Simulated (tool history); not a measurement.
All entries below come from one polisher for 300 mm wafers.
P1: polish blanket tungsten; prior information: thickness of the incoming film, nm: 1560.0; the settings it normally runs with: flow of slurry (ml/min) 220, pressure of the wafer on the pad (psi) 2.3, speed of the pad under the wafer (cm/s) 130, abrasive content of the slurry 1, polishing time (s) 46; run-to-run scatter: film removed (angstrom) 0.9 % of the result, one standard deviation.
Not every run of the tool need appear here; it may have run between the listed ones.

run   hour  flow of slurry (ml/min)  pressure of the wafer on the pad (psi)  speed of the pad under the wafer (cm/s)  abrasive content of the slurry  polishing time (s)  wafers polished on this pad  hours since the slurry nozzle was cleaned  hours since the head pressure was calibrated  hours since the slurry blender was calibrated  hours since the slurry got fresh peroxide  film removed (angstrom)
  1   13.1                      220                                     2.3                                      130                               1                  46                          746                                      213.3                                         165.3                                           79.2                                      127.7                   1739.9
  2   26.6                      220                                     2.3                                      130                               1                  46                          939                                      226.8                                         178.8                                           92.7                                      141.2                   1760.7
  3   40.3                      220                                       1                                      130                               1                  46                         1135                                      240.5                                         192.5                                          106.4                                      154.9                   757.01
  4   57.7                      220                                     2.3                                      130                               1                  69                         1385                                      257.9                                         209.9                                          123.8                                      172.3                   2631.7
  5   73.8                      220                                     2.3                                      130                               1                  46                         1616                                        274                                           226                                          139.9                                      188.4                   1723.4
  6   86.3                      220                                     2.3                                      130                               1                  46                         1795                                      286.5                                         238.5                                          152.4                                      200.9                   1783.1
  7    103                      280                                     2.3                                      130                               1                  46                         2034                                      303.2                                         255.2                                          169.1                                      217.6                   1787.5
  8    121                      220                                     2.3                                      130                               1                  46                         2292                                      321.2                                         273.2                                          187.1                                      235.6                   1737.1
  9  134.6                      220                                     2.3                                       58                               1                  46                         2487                                      334.8                                         286.8                                          200.7                                      249.2                   787.48
 10  147.4                      220                                     1.6                                       72                               1                  46                         2670                                      347.6                                         299.6                                          213.5                                        262                   674.16
 11  156.8                      220                                     2.3                                      130                            1.45                  60                         2805                                        357                                           309                                          222.9                                      271.4                   2491.8
 12  172.9                      220                                     2.3                                      180                               1                  46                         3036                                      373.1                                         325.1                                            239                                      287.5                   2425.5
 13  190.9                      220                                     2.3                                      130                               1                  46                         3294                                      391.1                                         343.1                                            257                                      305.5                   1759.3
 14  204.6                      220                                     2.3                                      130                            1.45                  46                         3490                                      404.8                                         356.8                                          270.7                                      319.2                   1920.2
 15  216.1                      220                                     2.3                                      130                               1                  28                         3655                                      416.3                                         368.3                                          282.2                                      330.7                   1069.1
 16  224.7                      220                                     3.5                                      130                               1                  46                         3778                                      424.9                                         376.9                                          290.8                                      339.3                   2668.7
 17  232.9                      220                                     2.3                                      130                             0.6                  46                         3895                                      433.1                                         385.1                                            299                                      347.5                   1554.5
 18  245.9                      220                                     2.3                                      198                            0.65                  46                         4082                                      446.1                                         398.1                                            312                                      360.5                     2407
 19  261.5                      130                                     2.3                                      130                               1                  46                         4305                                      461.7                                         413.7                                          327.6                                      376.1                     1638
 20  273.9                      220                                     2.3                                      130                               1                  46                         4483                                      474.1                                         426.1                                            340                                      388.5                   1780.4

The next listed run, before its measurement:
 21  286.6                      220                                     2.3                                      130                               1                  46                         4665                                      486.8                                         438.8                                          352.7                                      401.2                        ?

{"run 21": {"film removed (angstrom)": 1724.6}}
